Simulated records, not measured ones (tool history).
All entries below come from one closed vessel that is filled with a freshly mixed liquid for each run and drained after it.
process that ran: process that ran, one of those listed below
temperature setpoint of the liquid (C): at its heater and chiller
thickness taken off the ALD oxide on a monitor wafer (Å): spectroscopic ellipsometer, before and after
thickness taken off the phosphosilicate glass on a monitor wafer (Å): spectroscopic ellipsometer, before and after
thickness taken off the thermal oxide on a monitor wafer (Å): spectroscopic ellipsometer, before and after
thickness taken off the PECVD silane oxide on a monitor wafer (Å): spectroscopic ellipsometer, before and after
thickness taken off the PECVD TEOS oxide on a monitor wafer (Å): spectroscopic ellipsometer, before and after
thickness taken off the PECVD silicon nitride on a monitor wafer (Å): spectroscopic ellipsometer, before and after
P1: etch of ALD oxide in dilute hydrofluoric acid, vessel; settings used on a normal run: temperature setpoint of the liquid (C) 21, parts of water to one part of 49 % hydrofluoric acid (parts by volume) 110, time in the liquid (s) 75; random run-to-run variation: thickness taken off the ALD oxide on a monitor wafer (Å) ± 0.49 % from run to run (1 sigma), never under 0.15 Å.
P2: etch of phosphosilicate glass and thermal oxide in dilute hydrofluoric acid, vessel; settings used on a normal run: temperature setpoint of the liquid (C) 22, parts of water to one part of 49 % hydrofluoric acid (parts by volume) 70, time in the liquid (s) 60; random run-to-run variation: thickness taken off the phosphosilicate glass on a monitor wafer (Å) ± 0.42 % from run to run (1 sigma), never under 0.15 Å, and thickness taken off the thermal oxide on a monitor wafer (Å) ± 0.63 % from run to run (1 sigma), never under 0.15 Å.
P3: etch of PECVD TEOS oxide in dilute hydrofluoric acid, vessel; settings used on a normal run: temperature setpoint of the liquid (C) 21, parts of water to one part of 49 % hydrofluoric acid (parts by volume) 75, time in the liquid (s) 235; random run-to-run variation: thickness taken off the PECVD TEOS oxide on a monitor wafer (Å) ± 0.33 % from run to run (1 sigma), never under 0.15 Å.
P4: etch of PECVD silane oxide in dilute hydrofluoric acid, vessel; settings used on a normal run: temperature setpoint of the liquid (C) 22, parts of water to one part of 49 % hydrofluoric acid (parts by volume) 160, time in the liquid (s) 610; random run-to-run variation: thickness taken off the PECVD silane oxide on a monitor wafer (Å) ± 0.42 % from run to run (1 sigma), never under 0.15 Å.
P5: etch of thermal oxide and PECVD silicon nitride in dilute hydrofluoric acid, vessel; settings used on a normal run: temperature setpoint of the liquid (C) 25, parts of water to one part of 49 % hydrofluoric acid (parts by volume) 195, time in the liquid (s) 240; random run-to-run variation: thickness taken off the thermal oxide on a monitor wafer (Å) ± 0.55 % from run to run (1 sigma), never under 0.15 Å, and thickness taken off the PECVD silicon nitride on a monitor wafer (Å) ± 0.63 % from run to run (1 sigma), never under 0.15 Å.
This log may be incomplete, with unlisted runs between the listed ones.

| run | hour | process that ran | temperature setpoint of the liquid (C) | parts of water to one part of 49 % hydrofluoric acid (parts by volume) | time in the liquid (s) | hours since the thermometer was replaced | hours since the hydrofluoric acid flow meter was replaced | thickness taken off the ALD oxide on a monitor wafer (Å) | thickness taken off the phosphosilicate glass on a monitor wafer (Å) | thickness taken off the thermal oxide on a monitor wafer (Å) | thickness taken off the PECVD silane oxide on a monitor wafer (Å) | thickness taken off the PECVD TEOS oxide on a monitor wafer (Å) | thickness taken off the PECVD silicon nitride on a monitor wafer (Å) |
|---|---|---|---|---|---|---|---|---|---|---|---|---|---|
| 1 | 10.9 | P1 | 21 | 110 | 75 | 738.2 | 1297.9 | 89.556 |  |  |  |  |  |
| 2 | 29.9 | P2 | 22 | 70 | 110 | 757.2 | 1316.9 |  | 1999.9 | 72.353 |  |  |  |
| 3 | 40.4 | P1 | 17 | 110 | 75 | 767.7 | 1327.4 | 76.596 |  |  |  |  |  |
| 4 | 57.1 | P4 | 17 | 160 | 610 | 784.4 | 1344.1 |  |  |  | 471.32 |  |  |
| 5 | 75.6 | P3 | 21 | 35 | 235 | 802.9 | 1362.6 |  |  |  |  | 739.81 |  |
| 6 | 84.3 | P1 | 21 | 110 | 75 | 811.6 | 1371.3 | 90.358 |  |  |  |  |  |
| 7 | 102.4 | P5 | 25 | 195 | 355 | 829.7 | 1389.4 |  |  | 83.551 |  |  | 68.535 |
| 8 | 117.6 | P2 | 27.5 | 70 | 60 | 844.9 | 1404.6 |  | 1367 | 49.109 |  |  |  |
| 9 | 126.2 | P1 | 21 | 110 | 75 | 853.5 | 1413.2 | 90.165 |  |  |  |  |  |
| 10 | 135.4 | P1 | 21 | 110 | 145 | 862.7 | 1422.4 | 172.02 |  |  |  |  |  |
| 11 | 151.1 | P5 | 25 | 195 | 240 | 878.4 | 1438.1 |  |  | 56.528 |  |  | 46.662 |
| 12 | 162.4 | P1 | 17 | 65 | 75 | 889.7 | 1449.4 | 135.47 |  |  |  |  |  |
| 13 | 173.6 | P1 | 26 | 110 | 75 | 900.9 | 1460.6 | 108.63 |  |  |  |  |  |
| 14 | 189.5 | P4 | 22 | 160 | 610 | 916.8 | 1476.5 |  |  |  | 582.57 |  |  |
| 15 | 206.6 | P5 | 25 | 75 | 240 | 933.9 | 1493.6 |  |  | 168.38 |  |  | 119.07 |
| 16 | 218.3 | P1 | 21 | 110 | 75 | 945.6 | 1505.3 | 90.246 |  |  |  |  |  |
| 17 | 233.1 | P4 | 22 | 160 | 1040 | 960.4 | 1520.1 |  |  |  | 975.06 |  |  |
| 18 | 249.8 | P4 | 22 | 290 | 610 | 977.1 | 1536.8 |  |  |  | 276.34 |  |  |
| 19 | 266.8 | P1 | 21 | 195 | 135 | 994.1 | 1553.8 | 84.079 |  |  |  |  |  |
| 20 | 284.8 | P1 | 21 | 110 | 30 | 1012.1 | 1571.8 | 35.678 |  |  |  |  |  |
| 21 | 300.8 | P3 | 17 | 75 | 235 | 1028.1 | 1587.8 |  |  |  |  | 278.39 |  |
| 22 | 317.7 | P2 | 22 | 35 | 60 | 1045 | 1604.7 |  | 2276 | 81.715 |  |  |  |
| 23 | 327.3 | P3 | 21 | 75 | 235 | 1054.6 | 1614.3 |  |  |  |  | 325.26 |  |
| 24 | 340.9 | P1 | 21 | 35 | 75 | 1068.2 | 1627.9 | 309.27 |  |  |  |  |  |
| 25 | 351.9 | P1 | 21 | 185 | 145 | 1079.2 | 1638.9 | 94.972 |  |  |  |  |  |
| 26 | 360.5 | P3 | 21 | 75 | 235 | 1087.8 | 1647.5 |  |  |  |  | 327.03 |  |
| 27 | 370.3 | P1 | 21 | 110 | 75 | 1097.6 | 1657.3 | 89.506 |  |  |  |  |  |
| 28 | 380.2 | P3 | 21 | 75 | 445 | 1107.5 | 1667.2 |  |  |  |  | 620.35 |  |
| 29 | 392.4 | P1 | 21 | 110 | 75 | 1119.7 | 1679.4 | 89.646 |  |  |  |  |  |
| 30 | 405.4 | P1 | 21 | 170 | 75 | 1132.7 | 1692.4 | 54.598 |  |  |  |  |  |
| 31 | 418.9 | P5 | 25 | 195 | 240 | 1146.2 | 1705.9 |  |  | 55.775 |  |  | 46.951 |
| 32 | 430.2 | P2 | 22 | 70 | 60 | 1157.5 | 1717.2 |  | 1091.8 | 39.323 |  |  |  |
| 33 | 446.4 | P5 | 31 | 195 | 240 | 1173.7 | 1733.4 |  |  | 69.27 |  |  | 67.218 |
| 34 | 457.6 | P1 | 21 | 110 | 75 | 1184.9 | 1744.6 | 89.755 |  |  |  |  |  |
| 35 | 475 | P1 | 21 | 110 | 75 | 1202.3 | 1762 | 87.6 |  |  |  |  |  |
| 36 | 485.1 | P1 | 21 | 110 | 75 | 1212.4 | 1772.1 | 85.647 |  |  |  |  |  |
| 37 | 494.8 | P1 | 21 | 110 | 75 | 1222.1 | 1781.8 | 85.372 |  |  |  |  |  |
| 38 | 505.4 | P1 | 21 | 110 | 75 | 1232.7 | 1792.4 | 84.667 |  |  |  |  |  |
| 39 | 517.1 | P1 | 21 | 110 | 75 | 1244.4 | 1804.1 | 84.455 |  |  |  |  |  |
| 40 | 528.7 | P1 | 21 | 110 | 75 | 1256 | 1815.7 | 84.781 |  |  |  |  |  |
| 41 | 542.9 | P1 | 21 | 110 | 75 | 1270.2 | 1829.9 | 83.138 |  |  |  |  |  |
| 42 | 552.9 | P1 | 21 | 110 | 75 | 1280.2 | 1839.9 | 84.323 |  |  |  |  |  |

What P1 gives has crept away from where it was. These 2 causes fit the log equally well, each at the size given:
A: hydrofluoric acid flow below the setpoint (%) = 5.48
B: liquid colder than its thermometer reads (K) = 1.56
Onset of the creep was near hour 457.6.

Below are 4 check runs, each averaged over 2 wafers, with their results shown as question marks. Which of them would give clearly different results depending on which cause is behind the drift?
| check 1 | 562.9 | P5 | 25 | 195 | 240 |  |  |  |  | ? |  |  | ? |
| check 2 | 562.9 | P3 | 21 | 75 | 235 |  |  |  |  |  |  | ? |  |
| check 3 | 562.9 | P2 | 22 | 70 | 60 |  |  |  | ? | ? |  |  |  |
| check 4 | 562.9 | P4 | 22 | 160 | 610 |  |  |  |  |  | ? |  |  |

Expected result of each check under each candidate cause:
| check | result | if A | if B |
|---|---|---|---|
| check 1 | thickness taken off the thermal oxide on a monitor wafer (Å) | 52.269 | 52.853 |
| check 1 | thickness taken off the PECVD silicon nitride on a monitor wafer (Å) | 44.008 | 42.175 |
| check 2 | thickness taken off the PECVD TEOS oxide on a monitor wafer (Å) | 307.42 | 306.36 |
| check 3 | thickness taken off the phosphosilicate glass on a monitor wafer (Å) | 1025.3 | 1021.9 |
| check 3 | thickness taken off the thermal oxide on a monitor wafer (Å) | 36.836 | 36.713 |
| check 4 | thickness taken off the PECVD silane oxide on a monitor wafer (Å) | 538.83 | 541.74 |
How far apart the two closest causes lie, in the result that separates them most: check 1 4.26 %; check 2 0.35 %; check 3 0.33 %; check 4 0.54 %
Check 1 is the one run that separates the causes; every other check would come out nearly the same whichever cause is at work.

Then check 1 was run and gave: thickness taken off the thermal oxide on a monitor wafer (Å) 53.055; thickness taken off the PECVD silicon nitride on a monitor wafer (Å) 42.465. Which cause is it?

The correct cause is B, namely: liquid colder than its thermometer reads (K).
